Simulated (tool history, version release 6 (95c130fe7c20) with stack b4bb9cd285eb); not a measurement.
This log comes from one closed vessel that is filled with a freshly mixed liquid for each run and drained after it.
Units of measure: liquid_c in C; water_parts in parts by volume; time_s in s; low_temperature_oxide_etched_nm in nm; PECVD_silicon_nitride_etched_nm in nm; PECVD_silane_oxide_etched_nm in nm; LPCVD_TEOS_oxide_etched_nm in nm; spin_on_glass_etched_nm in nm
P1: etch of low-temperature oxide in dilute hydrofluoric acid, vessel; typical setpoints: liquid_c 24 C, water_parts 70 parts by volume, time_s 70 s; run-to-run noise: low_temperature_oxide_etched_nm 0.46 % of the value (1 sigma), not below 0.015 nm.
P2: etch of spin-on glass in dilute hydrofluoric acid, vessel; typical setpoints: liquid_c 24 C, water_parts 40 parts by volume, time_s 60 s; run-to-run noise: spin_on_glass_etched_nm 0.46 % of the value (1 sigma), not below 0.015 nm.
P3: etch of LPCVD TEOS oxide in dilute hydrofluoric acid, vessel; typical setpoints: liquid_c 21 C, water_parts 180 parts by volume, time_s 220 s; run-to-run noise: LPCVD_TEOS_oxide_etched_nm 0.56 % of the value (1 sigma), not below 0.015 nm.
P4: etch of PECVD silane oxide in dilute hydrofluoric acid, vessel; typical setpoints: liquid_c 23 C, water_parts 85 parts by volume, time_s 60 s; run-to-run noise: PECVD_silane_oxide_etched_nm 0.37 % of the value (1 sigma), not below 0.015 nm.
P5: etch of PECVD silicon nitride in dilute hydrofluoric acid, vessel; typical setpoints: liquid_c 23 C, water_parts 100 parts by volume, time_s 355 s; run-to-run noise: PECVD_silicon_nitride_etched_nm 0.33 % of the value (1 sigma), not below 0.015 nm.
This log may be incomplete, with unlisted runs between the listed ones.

run	hour	process	liquid_c	water_parts	time_s	hours since the thermometer was replaced	hours since the hydrofluoric acid flow meter was replaced	low_temperature_oxide_etched_nm	PECVD_silicon_nitride_etched_nm	PECVD_silane_oxide_etched_nm	LPCVD_TEOS_oxide_etched_nm	spin_on_glass_etched_nm
1	6	P1	24	70	70	733.8	228.4	18.959				
2	9.5	P5	30	100	355	737.3	231.9		11.217			
3	13.8	P4	23	85	60	741.6	236.2			12.924		
4	18.7	P3	21	180	220	746.5	241.1				37.644	
5	24.5	P5	23	100	355	752.3	246.9		7.1422			
6	28.6	P3	21	180	350	756.4	251				60.276	
7	33.4	P1	24	70	70	761.2	255.8	18.949				
8	39.1	P4	23	85	110	766.9	261.5			23.655		
9	44.4	P1	32.5	70	70	772.2	266.8	26.347				
10	50.6	P2	24	20	60	778.4	273					214.97
11	56.7	P1	24	25	70	784.5	279.1	56.471				
12	60.8	P3	21	300	220	788.6	283.2				20.055	
13	64.8	P1	20	70	70	792.6	287.2	15.979				
14	67.9	P3	25.5	180	220	795.7	290.3				44.444	
15	73.7	P5	23	100	655	801.5	296.1		13.113			
16	78.3	P1	24	70	125	806.1	300.7	33.806				
17	82.2	P4	17	85	60	810	304.6			10.038		
18	85.6	P5	23	175	355	813.4	308		4.0962			
19	89.2	P1	24	70	70	817	311.6	18.898				
20	94.9	P1	24	70	70	822.7	317.3	19				
21	101.2	P4	23	85	60	829	323.6			12.912		
22	106.4	P1	24	70	30	834.2	328.8	8.1639				
23	110.1	P2	24	40	100	837.9	332.5					175.37
24	116.2	P1	19.5	70	110	844	338.6	24.742				
25	119.9	P1	24	70	70	847.7	342.3	19.011				
26	125.2	P2	24	40	60	853	347.6					105.01
27	130.1	P1	24	120	70	857.9	352.5	10.395				
28	133.9	P4	23	125	60	861.7	356.3			8.3385		
29	139.6	P2	17	40	60	867.4	362					77.774
30	144.1	P1	32	70	45	871.9	366.5	16.665				
31	148.2	P1	24	70	70	876	370.6	18.917				
32	154.6	P1	24	70	70	882.4	377	19.647				
33	157.6	P1	24	70	70	885.4	380	20.062				
34	163.5	P1	24	70	70	891.3	385.9	20.286				
35	168	P1	24	70	70	895.8	390.4	20.261				
36	174.4	P1	24	70	70	902.2	396.8	20.475				
37	179.1	P1	24	70	70	906.9	401.5	20.563				
38	183.8	P1	24	70	70	911.6	406.2	20.851				
39	188.3	P1	24	70	70	916.1	410.7	20.595				
40	191.9	P1	24	70	70	919.7	414.3	20.798				
41	195.9	P1	24	70	70	923.7	418.3	20.664				

The log shows P1 creeping away from where it was. Any of the 2 causes listed here, at the size stated for it, fits the log just as well as the others:
A: hydrofluoric acid flow above the setpoint (%) = 8.42
B: liquid hotter than its thermometer reads (K) = 2.19
The process output started creeping at around hour 148.2.

Question marks stand in for the results of the 4 check runs listed below, each run on one wafer. Under which run would the listed causes show clearly different results?
check 1	199.9	P2	24	40	60							?
check 2	199.9	P4	23	85	60					?		
check 3	199.9	P3	21	180	220						?	
check 4	199.9	P5	23	100	355				?			

If the cause were each of the candidates in turn, the checks would give the following:
check	result	if A	if B
check 1	spin_on_glass_etched_nm	114.2	114.77
check 2	PECVD_silane_oxide_etched_nm	14.082	14.063
check 3	LPCVD_TEOS_oxide_etched_nm	41.332	40.855
check 4	PECVD_silicon_nitride_etched_nm	7.7317	8.2478
How far apart the two closest causes lie, in the result that separates them most: check 1 0.5 %; check 2 0.13 %; check 3 1.16 %; check 4 6.46 %
Check 4 distinguishes between the causes, while the remaining checks would return nearly the same result for all of them.

Check 4 was then run and gave: PECVD_silicon_nitride_etched_nm 8.2066 nm. Which cause is it?

Of the candidate causes, it is B: liquid hotter than its thermometer reads (K).
